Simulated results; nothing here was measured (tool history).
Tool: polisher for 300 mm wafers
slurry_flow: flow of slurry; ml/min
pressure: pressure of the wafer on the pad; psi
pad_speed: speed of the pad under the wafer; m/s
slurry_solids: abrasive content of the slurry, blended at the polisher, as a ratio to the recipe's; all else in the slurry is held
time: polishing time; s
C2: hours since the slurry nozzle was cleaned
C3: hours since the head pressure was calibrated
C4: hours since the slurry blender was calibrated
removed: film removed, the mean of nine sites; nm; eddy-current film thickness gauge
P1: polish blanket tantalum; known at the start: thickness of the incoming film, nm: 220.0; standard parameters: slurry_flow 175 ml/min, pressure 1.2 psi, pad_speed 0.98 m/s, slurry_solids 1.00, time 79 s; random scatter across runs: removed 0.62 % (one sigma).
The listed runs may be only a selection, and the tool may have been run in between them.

{"run": 1, "day": 0.296, "slurry_flow": 175, "pressure": 1.2, "pad_speed": 0.98, "slurry_solids": 1.0, "time": 79, "wafers polished on this pad": 548, "C2": 195.8, "C3": 599.9, "C4": 166.9, "removed": 64.591}
{"run": 2, "day": 0.575, "slurry_flow": 175, "pressure": 1.2, "pad_speed": 0.98, "slurry_solids": 1.0, "time": 108, "wafers polished on this pad": 619, "C2": 202.5, "C3": 606.6, "C4": 173.6, "removed": 87.823}
{"run": 3, "day": 0.95, "slurry_flow": 175, "pressure": 1.2, "pad_speed": 0.98, "slurry_solids": 1.0, "time": 79, "wafers polished on this pad": 715, "C2": 211.5, "C3": 615.6, "C4": 182.6, "removed": 63.935}
{"run": 4, "day": 1.233, "slurry_flow": 175, "pressure": 1.2, "pad_speed": 0.98, "slurry_solids": 1.0, "time": 79, "wafers polished on this pad": 787, "C2": 218.3, "C3": 622.4, "C4": 189.4, "removed": 64.554}
{"run": 5, "day": 1.446, "slurry_flow": 175, "pressure": 1.2, "pad_speed": 0.98, "slurry_solids": 1.0, "time": 54, "wafers polished on this pad": 841, "C2": 223.4, "C3": 627.5, "C4": 194.5, "removed": 43.559}
{"run": 6, "day": 1.825, "slurry_flow": 175, "pressure": 1.2, "pad_speed": 0.98, "slurry_solids": 1.25, "time": 79, "wafers polished on this pad": 938, "C2": 232.5, "C3": 636.6, "C4": 203.6, "removed": 68.321}
{"run": 7, "day": 2.15, "slurry_flow": 175, "pressure": 1.2, "pad_speed": 0.98, "slurry_solids": 1.0, "time": 79, "wafers polished on this pad": 1021, "C2": 240.3, "C3": 644.4, "C4": 211.4, "removed": 64.016}
{"run": 8, "day": 2.408, "slurry_flow": 175, "pressure": 1.2, "pad_speed": 1.38, "slurry_solids": 1.0, "time": 79, "wafers polished on this pad": 1087, "C2": 246.5, "C3": 650.6, "C4": 217.6, "removed": 90.591}
{"run": 9, "day": 2.838, "slurry_flow": 175, "pressure": 1.2, "pad_speed": 0.98, "slurry_solids": 1.0, "time": 79, "wafers polished on this pad": 1197, "C2": 256.8, "C3": 660.9, "C4": 227.9, "removed": 63.744}
{"run": 10, "day": 3.158, "slurry_flow": 175, "pressure": 1.2, "pad_speed": 0.98, "slurry_solids": 0.55, "time": 79, "wafers polished on this pad": 1279, "C2": 264.5, "C3": 668.6, "C4": 235.6, "removed": 52.453}
{"run": 11, "day": 3.567, "slurry_flow": 175, "pressure": 1.2, "pad_speed": 1.4, "slurry_solids": 1.3, "time": 79, "wafers polished on this pad": 1383, "C2": 274.3, "C3": 678.4, "C4": 245.4, "removed": 97.445}
{"run": 12, "day": 3.808, "slurry_flow": 175, "pressure": 1.2, "pad_speed": 0.44, "slurry_solids": 1.0, "time": 79, "wafers polished on this pad": 1445, "C2": 280.1, "C3": 684.2, "C4": 251.2, "removed": 28.791}
{"run": 13, "day": 4.083, "slurry_flow": 265, "pressure": 1.2, "pad_speed": 0.98, "slurry_solids": 1.0, "time": 79, "wafers polished on this pad": 1515, "C2": 286.7, "C3": 690.8, "C4": 257.8, "removed": 68.39}
{"run": 14, "day": 4.471, "slurry_flow": 175, "pressure": 1.2, "pad_speed": 0.46, "slurry_solids": 1.3, "time": 79, "wafers polished on this pad": 1614, "C2": 296.0, "C3": 700.1, "C4": 267.1, "removed": 32.64}
{"run": 15, "day": 4.708, "slurry_flow": 175, "pressure": 0.6, "pad_speed": 0.98, "slurry_solids": 1.0, "time": 79, "wafers polished on this pad": 1675, "C2": 301.7, "C3": 705.8, "C4": 272.8, "removed": 32.364}
{"run": 16, "day": 5.083, "slurry_flow": 175, "pressure": 1.7, "pad_speed": 0.98, "slurry_solids": 1.0, "time": 79, "wafers polished on this pad": 1771, "C2": 310.7, "C3": 714.8, "C4": 281.8, "removed": 91.048}
{"run": 17, "day": 5.433, "slurry_flow": 105, "pressure": 1.2, "pad_speed": 0.98, "slurry_solids": 1.0, "time": 79, "wafers polished on this pad": 1860, "C2": 319.1, "C3": 723.2, "C4": 290.2, "removed": 58.164}
{"run": 18, "day": 5.633, "slurry_flow": 175, "pressure": 1.2, "pad_speed": 0.98, "slurry_solids": 1.0, "time": 79, "wafers polished on this pad": 1911, "C2": 323.9, "C3": 728.0, "C4": 295.0, "removed": 64.132}
{"run": 19, "day": 5.892, "slurry_flow": 175, "pressure": 1.2, "pad_speed": 0.98, "slurry_solids": 1.0, "time": 79, "wafers polished on this pad": 1977, "C2": 330.1, "C3": 734.2, "C4": 301.2, "removed": 62.201}
{"run": 20, "day": 6.342, "slurry_flow": 175, "pressure": 1.2, "pad_speed": 0.98, "slurry_solids": 1.0, "time": 79, "wafers polished on this pad": 2092, "C2": 340.9, "C3": 745.0, "C4": 312.0, "removed": 60.34}
{"run": 21, "day": 6.538, "slurry_flow": 175, "pressure": 1.2, "pad_speed": 0.98, "slurry_solids": 1.0, "time": 79, "wafers polished on this pad": 2142, "C2": 345.6, "C3": 749.7, "C4": 316.7, "removed": 59.376}
{"run": 22, "day": 6.962, "slurry_flow": 175, "pressure": 1.2, "pad_speed": 0.98, "slurry_solids": 1.0, "time": 79, "wafers polished on this pad": 2251, "C2": 355.8, "C3": 759.9, "C4": 326.9, "removed": 58.191}
{"day": 7.267, "done": "head pressure recalibrated"}
{"run": 23, "day": 7.358, "slurry_flow": 175, "pressure": 1.2, "pad_speed": 0.98, "slurry_solids": 1.0, "time": 79, "wafers polished on this pad": 2352, "C2": 365.3, "C3": 2.3, "C4": 336.4, "removed": 58.374}
{"run": 24, "day": 7.579, "slurry_flow": 175, "pressure": 1.2, "pad_speed": 0.98, "slurry_solids": 1.0, "time": 79, "wafers polished on this pad": 2408, "C2": 370.6, "C3": 7.6, "C4": 341.7, "removed": 57.618}
{"day": 7.733, "done": "slurry nozzle cleaned"}
{"run": 25, "day": 7.983, "slurry_flow": 175, "pressure": 1.2, "pad_speed": 0.98, "slurry_solids": 1.0, "time": 79, "wafers polished on this pad": 2512, "C2": 6.1, "C3": 17.3, "C4": 351.4, "removed": 57.677}
{"run": 26, "day": 8.254, "slurry_flow": 175, "pressure": 1.2, "pad_speed": 0.98, "slurry_solids": 1.0, "time": 79, "wafers polished on this pad": 2581, "C2": 12.6, "C3": 23.8, "C4": 357.9, "removed": 57.205}
{"run": 27, "day": 8.55, "slurry_flow": 175, "pressure": 1.2, "pad_speed": 0.98, "slurry_solids": 1.0, "time": 79, "wafers polished on this pad": 2656, "C2": 19.7, "C3": 30.9, "C4": 365.0, "removed": 57.818}
{"run": 28, "day": 8.858, "slurry_flow": 175, "pressure": 1.2, "pad_speed": 0.98, "slurry_solids": 1.0, "time": 79, "wafers polished on this pad": 2735, "C2": 27.1, "C3": 38.3, "C4": 372.4, "removed": 57.346}

The output of P1 has drifted from where it used to be. Each of the 2 causes below, taken at the size shown beside it, accounts for the log equally well:
A: removal rate lost through wear of the pad, % = 10.8
B: abrasive missing from the slurry, % = 29.8
Creep in the process output first set in at about day 5.633.
Other possible causes, and why each is ruled out:
slurry flow missing at the pad, %: work on it at day 7.733, done after the drift set in, did not restore what the process gave before
head's pressure below its setpoint, %: work on it at day 7.267, done after the drift set in, did not restore what the process gave before

Each of the check runs listed below is run on 3 wafers and reports their average, with the results left as question marks. Pick the one under which the possible causes would lead to clearly different results.
{"run": "check 1", "day": 9.167, "slurry_flow": 175, "pressure": 0.7, "pad_speed": 1.28, "slurry_solids": 1.0, "time": 79, "removed": "?"}
{"run": "check 2", "day": 9.167, "slurry_flow": 255, "pressure": 0.6, "pad_speed": 0.98, "slurry_solids": 1.0, "time": 79, "removed": "?"}
{"run": "check 3", "day": 9.167, "slurry_flow": 175, "pressure": 1.2, "pad_speed": 0.5, "slurry_solids": 1.0, "time": 79, "removed": "?"}
{"run": "check 4", "day": 9.167, "slurry_flow": 120, "pressure": 1.2, "pad_speed": 0.98, "slurry_solids": 0.7, "time": 79, "removed": "?"}

Outcome of each check run for each possible cause:
check=check_1 result=removed if_A=43.669 if_B=43.661
check=check_2 result=removed if_A=30.050 if_B=30.044
check=check_3 result=removed if_A=29.243 if_B=29.237
check=check_4 result=removed if_A=47.728 if_B=46.352
Separation of the two closest causes in each check, using whichever result separates them best: check 1 0.02 %; check 2 0.02 %; check 3 0.02 %; check 4 2.93 %
Only in check 4 would the causes give clearly different results; in the remaining checks their results would be nearly the same.

The results of check 4 are: removed 47.754 nm. Based on these, which of the listed causes is it?

The correct cause is A, namely: removal rate lost through wear of the pad, %.
